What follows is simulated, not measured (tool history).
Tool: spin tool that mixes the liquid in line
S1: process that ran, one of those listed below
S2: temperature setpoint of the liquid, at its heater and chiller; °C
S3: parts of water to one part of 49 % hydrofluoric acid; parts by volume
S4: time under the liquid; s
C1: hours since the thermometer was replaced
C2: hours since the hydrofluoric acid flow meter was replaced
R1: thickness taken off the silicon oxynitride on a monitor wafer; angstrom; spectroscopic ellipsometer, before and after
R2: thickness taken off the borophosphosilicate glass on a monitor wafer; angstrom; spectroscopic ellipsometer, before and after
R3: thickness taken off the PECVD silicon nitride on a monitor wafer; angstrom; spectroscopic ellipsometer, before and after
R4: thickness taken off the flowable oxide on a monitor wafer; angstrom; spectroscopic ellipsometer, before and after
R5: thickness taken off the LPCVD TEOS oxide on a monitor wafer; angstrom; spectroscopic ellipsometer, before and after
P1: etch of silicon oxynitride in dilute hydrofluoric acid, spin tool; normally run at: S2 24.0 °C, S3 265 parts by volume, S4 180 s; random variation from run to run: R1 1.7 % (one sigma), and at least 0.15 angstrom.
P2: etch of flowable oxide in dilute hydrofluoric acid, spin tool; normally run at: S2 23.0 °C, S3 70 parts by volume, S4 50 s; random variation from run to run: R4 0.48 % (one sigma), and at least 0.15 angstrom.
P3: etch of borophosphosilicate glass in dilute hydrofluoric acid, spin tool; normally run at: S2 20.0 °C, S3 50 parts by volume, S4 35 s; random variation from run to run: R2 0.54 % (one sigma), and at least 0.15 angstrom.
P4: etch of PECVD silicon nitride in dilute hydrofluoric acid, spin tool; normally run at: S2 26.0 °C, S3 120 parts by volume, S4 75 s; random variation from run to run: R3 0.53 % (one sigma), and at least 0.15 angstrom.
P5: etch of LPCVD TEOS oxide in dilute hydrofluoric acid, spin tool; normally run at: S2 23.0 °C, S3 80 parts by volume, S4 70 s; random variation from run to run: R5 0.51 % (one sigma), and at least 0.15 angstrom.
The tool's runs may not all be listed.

{"run": 1, "day": 0.417, "S1": "P1", "S2": 24.0, "S3": 265, "S4": 180, "C1": 172.9, "C2": 363.4, "R1": 11.9}
{"run": 2, "day": 0.817, "S1": "P1", "S2": 24.0, "S3": 265, "S4": 80, "C1": 182.5, "C2": 373.0, "R1": 5.2677}
{"run": 3, "day": 1.071, "S1": "P1", "S2": 29.0, "S3": 90, "S4": 180, "C1": 188.6, "C2": 379.1, "R1": 51.967}
{"run": 4, "day": 1.362, "S1": "P1", "S2": 24.0, "S3": 160, "S4": 180, "C1": 195.6, "C2": 386.1, "R1": 22.011}
{"run": 5, "day": 1.775, "S1": "P3", "S2": 26.5, "S3": 50, "S4": 35, "C1": 205.5, "C2": 396.0, "R2": 309.26}
{"run": 6, "day": 2.196, "S1": "P1", "S2": 24.0, "S3": 265, "S4": 180, "C1": 215.6, "C2": 406.1, "R1": 11.814}
{"run": 7, "day": 2.571, "S1": "P4", "S2": 26.0, "S3": 180, "S4": 75, "C1": 224.6, "C2": 415.1, "R3": 26.863}
{"run": 8, "day": 2.983, "S1": "P4", "S2": 26.0, "S3": 120, "S4": 150, "C1": 234.5, "C2": 425.0, "R3": 80.689}
{"run": 9, "day": 3.396, "S1": "P2", "S2": 27.0, "S3": 70, "S4": 50, "C1": 244.4, "C2": 434.9, "R4": 323.37}
{"run": 10, "day": 3.792, "S1": "P4", "S2": 18.0, "S3": 120, "S4": 75, "C1": 253.9, "C2": 444.4, "R3": 23.71}
{"run": 11, "day": 4.067, "S1": "P4", "S2": 26.0, "S3": 120, "S4": 75, "C1": 260.5, "C2": 451.0, "R3": 41.002}
{"run": 12, "day": 4.362, "S1": "P1", "S2": 24.0, "S3": 265, "S4": 180, "C1": 267.6, "C2": 458.1, "R1": 12.543}
{"run": 13, "day": 4.575, "S1": "P5", "S2": 28.0, "S3": 80, "S4": 70, "C1": 272.7, "C2": 463.2, "R5": 379.77}
{"run": 14, "day": 4.883, "S1": "P4", "S2": 26.0, "S3": 120, "S4": 75, "C1": 280.1, "C2": 470.6, "R3": 40.749}
{"run": 15, "day": 5.104, "S1": "P2", "S2": 23.0, "S3": 70, "S4": 15, "C1": 285.4, "C2": 475.9, "R4": 81.72}
{"run": 16, "day": 5.421, "S1": "P3", "S2": 20.0, "S3": 50, "S4": 35, "C1": 293.0, "C2": 483.5, "R2": 233.38}
{"run": 17, "day": 5.708, "S1": "P5", "S2": 23.0, "S3": 80, "S4": 15, "C1": 299.9, "C2": 490.4, "R5": 66.982}
{"run": 18, "day": 5.996, "S1": "P5", "S2": 23.0, "S3": 80, "S4": 70, "C1": 306.8, "C2": 497.3, "R5": 314.53}
{"run": 19, "day": 6.317, "S1": "P1", "S2": 18.5, "S3": 265, "S4": 180, "C1": 314.5, "C2": 505.0, "R1": 9.7861}
{"run": 20, "day": 6.521, "S1": "P1", "S2": 24.0, "S3": 265, "S4": 285, "C1": 319.4, "C2": 509.9, "R1": 19.726}
{"run": 21, "day": 6.712, "S1": "P1", "S2": 28.0, "S3": 265, "S4": 180, "C1": 324.0, "C2": 514.5, "R1": 14.682}
{"run": 22, "day": 6.979, "S1": "P3", "S2": 20.0, "S3": 50, "S4": 15, "C1": 330.4, "C2": 520.9, "R2": 100.0}
{"run": 23, "day": 7.217, "S1": "P1", "S2": 24.0, "S3": 265, "S4": 180, "C1": 336.1, "C2": 526.6, "R1": 12.13}
{"run": 24, "day": 7.483, "S1": "P2", "S2": 23.0, "S3": 70, "S4": 50, "C1": 342.5, "C2": 533.0, "R4": 273.43}
{"run": 25, "day": 7.7, "S1": "P3", "S2": 20.0, "S3": 70, "S4": 35, "C1": 347.7, "C2": 538.2, "R2": 164.41}
{"run": 26, "day": 8.038, "S1": "P3", "S2": 20.0, "S3": 50, "S4": 35, "C1": 355.8, "C2": 546.3, "R2": 234.9}
{"run": 27, "day": 8.421, "S1": "P1", "S2": 24.0, "S3": 400, "S4": 180, "C1": 365.0, "C2": 555.5, "R1": 7.2847}
{"run": 28, "day": 8.633, "S1": "P1", "S2": 24.0, "S3": 265, "S4": 180, "C1": 370.1, "C2": 560.6, "R1": 11.972}
{"run": 29, "day": 8.867, "S1": "P1", "S2": 24.0, "S3": 265, "S4": 180, "C1": 375.7, "C2": 566.2, "R1": 12.745}
{"run": 30, "day": 9.292, "S1": "P2", "S2": 23.0, "S3": 125, "S4": 50, "C1": 385.9, "C2": 576.4, "R4": 144.36}
{"run": 31, "day": 9.692, "S1": "P5", "S2": 23.0, "S3": 120, "S4": 70, "C1": 395.5, "C2": 586.0, "R5": 199.47}
{"run": 32, "day": 9.983, "S1": "P5", "S2": 23.0, "S3": 80, "S4": 70, "C1": 402.5, "C2": 593.0, "R5": 311.59}
{"run": 33, "day": 10.221, "S1": "P1", "S2": 24.0, "S3": 265, "S4": 180, "C1": 408.2, "C2": 598.7, "R1": 11.881}
{"run": 34, "day": 10.621, "S1": "P1", "S2": 24.0, "S3": 265, "S4": 180, "C1": 417.8, "C2": 608.3, "R1": 11.574}
{"run": 35, "day": 10.896, "S1": "P1", "S2": 24.0, "S3": 265, "S4": 180, "C1": 424.4, "C2": 614.9, "R1": 11.985}
{"run": 36, "day": 11.238, "S1": "P1", "S2": 24.0, "S3": 265, "S4": 180, "C1": 432.6, "C2": 623.1, "R1": 11.22}
{"run": 37, "day": 11.525, "S1": "P1", "S2": 24.0, "S3": 265, "S4": 180, "C1": 439.5, "C2": 630.0, "R1": 11.442}
{"run": 38, "day": 11.742, "S1": "P1", "S2": 24.0, "S3": 265, "S4": 180, "C1": 444.7, "C2": 635.2, "R1": 11.333}
{"run": 39, "day": 12.067, "S1": "P1", "S2": 24.0, "S3": 265, "S4": 180, "C1": 452.5, "C2": 643.0, "R1": 11.252}
{"run": 40, "day": 12.342, "S1": "P1", "S2": 24.0, "S3": 265, "S4": 180, "C1": 459.1, "C2": 649.6, "R1": 11.126}

What P1 gives has crept away from where it was. These 2 causes fit the log equally well, each at the size given:
A: liquid colder than its thermometer reads (K) = 2.42
B: hydrofluoric acid flow below the setpoint (%) = 8.48
The creep began at about day 10.221.

4 check runs are offered, one wafer each, their results left as question marks. Which one tells the causes apart?
{"run": "check 1", "day": 12.617, "S1": "P4", "S2": 26.0, "S3": 120, "S4": 75, "R3": "?"}
{"run": "check 2", "day": 12.617, "S1": "P5", "S2": 23.0, "S3": 80, "S4": 70, "R5": "?"}
{"run": "check 3", "day": 12.617, "S1": "P3", "S2": 20.0, "S3": 50, "S4": 35, "R2": "?"}
{"run": "check 4", "day": 12.617, "S1": "P2", "S2": 23.0, "S3": 70, "S4": 50, "R4": "?"}

What each check would give under each cause:
check=check_1 result=R3 if_A=34.448 if_B=36.903
check=check_2 result=R5 if_A=283.320 if_B=283.740
check=check_3 result=R2 if_A=211.75 if_B=213.81
check=check_4 result=R4 if_A=248.26 if_B=249.03
How far apart the two closest causes lie, in the result that separates them most: check 1 6.88 %; check 2 0.15 %; check 3 0.97 %; check 4 0.31 %
Check 1 tells the causes apart: in the others they would give nearly the same result.

Then check 1 was run and gave: R3 34.408 angstrom. Which cause is it?

It is A: liquid colder than its thermometer reads (K).
